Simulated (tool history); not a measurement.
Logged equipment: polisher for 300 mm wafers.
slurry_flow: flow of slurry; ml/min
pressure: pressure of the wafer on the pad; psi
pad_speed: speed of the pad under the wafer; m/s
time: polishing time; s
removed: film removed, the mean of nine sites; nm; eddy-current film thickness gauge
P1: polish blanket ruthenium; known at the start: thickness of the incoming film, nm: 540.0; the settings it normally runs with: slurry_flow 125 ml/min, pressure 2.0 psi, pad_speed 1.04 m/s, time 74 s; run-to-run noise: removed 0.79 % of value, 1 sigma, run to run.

{"run": 1, "hour": 11.2, "slurry_flow": 125, "pressure": 2.0, "pad_speed": 1.04, "time": 74, "removed": 97.641}
{"run": 2, "hour": 19.2, "slurry_flow": 125, "pressure": 2.0, "pad_speed": 1.04, "time": 74, "removed": 98.06}
{"run": 3, "hour": 33.6, "slurry_flow": 125, "pressure": 2.0, "pad_speed": 1.64, "time": 74, "removed": 154.73}
{"run": 4, "hour": 50.3, "slurry_flow": 125, "pressure": 1.2, "pad_speed": 1.04, "time": 109, "removed": 87.084}
{"run": 5, "hour": 60.4, "slurry_flow": 125, "pressure": 2.0, "pad_speed": 0.64, "time": 74, "removed": 60.549}
{"run": 6, "hour": 69.2, "slurry_flow": 175, "pressure": 2.0, "pad_speed": 1.04, "time": 74, "removed": 104.61}
{"run": 7, "hour": 82.6, "slurry_flow": 75, "pressure": 2.0, "pad_speed": 1.04, "time": 74, "removed": 85.391}
{"run": 8, "hour": 90.8, "slurry_flow": 125, "pressure": 2.0, "pad_speed": 1.04, "time": 74, "removed": 97.885}
{"run": 9, "hour": 99.1, "slurry_flow": 125, "pressure": 2.0, "pad_speed": 1.04, "time": 74, "removed": 96.303}
{"run": 10, "hour": 107.7, "slurry_flow": 125, "pressure": 2.0, "pad_speed": 1.04, "time": 114, "removed": 150.37}
{"run": 11, "hour": 119.8, "slurry_flow": 125, "pressure": 1.4, "pad_speed": 1.04, "time": 74, "removed": 68.674}
{"run": 12, "hour": 134.7, "slurry_flow": 90, "pressure": 2.0, "pad_speed": 0.52, "time": 74, "removed": 44.83}
{"run": 13, "hour": 149.8, "slurry_flow": 125, "pressure": 2.9, "pad_speed": 1.04, "time": 74, "removed": 141.17}
{"run": 14, "hour": 159.2, "slurry_flow": 125, "pressure": 2.0, "pad_speed": 1.04, "time": 74, "removed": 97.908}
{"run": 15, "hour": 167.6, "slurry_flow": 125, "pressure": 2.0, "pad_speed": 1.04, "time": 74, "removed": 98.42}
{"run": 16, "hour": 175.3, "slurry_flow": 125, "pressure": 2.0, "pad_speed": 1.04, "time": 74, "removed": 97.673}

Run 17 is up next; what results do you expect?
{"run": 17, "hour": 187.5, "slurry_flow": 125, "pressure": 2.0, "pad_speed": 1.04, "time": 36, "removed": "?"}

{"run 17": {"removed": 47.389}}
